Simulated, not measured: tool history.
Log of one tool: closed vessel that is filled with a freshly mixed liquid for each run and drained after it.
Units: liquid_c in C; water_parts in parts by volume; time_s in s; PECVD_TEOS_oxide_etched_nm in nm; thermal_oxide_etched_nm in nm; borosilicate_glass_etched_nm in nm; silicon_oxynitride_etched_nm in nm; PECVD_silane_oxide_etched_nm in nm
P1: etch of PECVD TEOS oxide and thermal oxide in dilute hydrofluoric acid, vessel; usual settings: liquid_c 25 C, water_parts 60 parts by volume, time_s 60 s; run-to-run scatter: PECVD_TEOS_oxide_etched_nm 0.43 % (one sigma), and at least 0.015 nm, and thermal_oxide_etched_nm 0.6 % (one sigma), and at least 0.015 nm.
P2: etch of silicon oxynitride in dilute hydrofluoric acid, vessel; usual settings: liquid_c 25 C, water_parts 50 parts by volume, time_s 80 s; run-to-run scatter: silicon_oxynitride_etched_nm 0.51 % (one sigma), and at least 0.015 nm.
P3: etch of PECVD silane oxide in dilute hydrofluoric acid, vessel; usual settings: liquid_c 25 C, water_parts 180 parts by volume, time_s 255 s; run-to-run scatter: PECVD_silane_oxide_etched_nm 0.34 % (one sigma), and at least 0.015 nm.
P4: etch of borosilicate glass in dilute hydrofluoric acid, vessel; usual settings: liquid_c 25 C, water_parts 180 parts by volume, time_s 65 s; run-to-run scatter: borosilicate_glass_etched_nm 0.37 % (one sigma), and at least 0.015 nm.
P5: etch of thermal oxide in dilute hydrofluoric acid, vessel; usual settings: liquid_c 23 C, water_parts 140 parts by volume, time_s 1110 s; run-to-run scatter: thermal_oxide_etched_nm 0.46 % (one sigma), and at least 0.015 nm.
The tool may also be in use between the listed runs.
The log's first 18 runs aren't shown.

run   hour  process  liquid_c  water_parts  time_s  PECVD_TEOS_oxide_etched_nm  thermal_oxide_etched_nm  borosilicate_glass_etched_nm  silicon_oxynitride_etched_nm  PECVD_silane_oxide_etched_nm
 19    101       P1        17           60      60                      10.049                    3.774
 20  107.2       P1        29           60     110                      30.319                   11.354
 21  110.8       P5        23          210    1110                                               20.397
 22  114.5       P1      21.5           60      30                      6.1347                   2.2807
 23  119.3       P1        25           60      35                      8.2368                   3.0432
 24  126.2       P5        23          140    1110                                               32.672
 25  132.8       P5        23          140     385                                               11.301
 26  139.8       P5        17          140    1110                                               25.898
 27  143.3       P1      30.5           60      60                       17.35                   6.5385
 28  149.1       P3        30          180     255                                                                                                                                         45.667
 29  154.4       P3        25          180     255                                                                                                                                         38.065
 30  161.4       P1        25           60      60                      14.168                   5.1718
 31  166.1       P1        25           60      60                      13.555                   5.0506
 32  170.5       P1        25           60      60                      13.405                   5.0242
 33  176.4       P1        25           60      60                      13.098                   4.8189
 34  180.6       P1        25           60      60                      13.175                   4.8619
 35  184.3       P1        25           60      60                      13.143                    4.876
 36  191.1       P1        25           60      60                      13.085                   4.8316

Run 37 comes next. What will it give?
 37  197.8       P1        25           60      60                           ?                        ?

Run 37 gave PECVD_TEOS_oxide_etched_nm 13.045 nm, thermal_oxide_etched_nm 4.7833 nm.
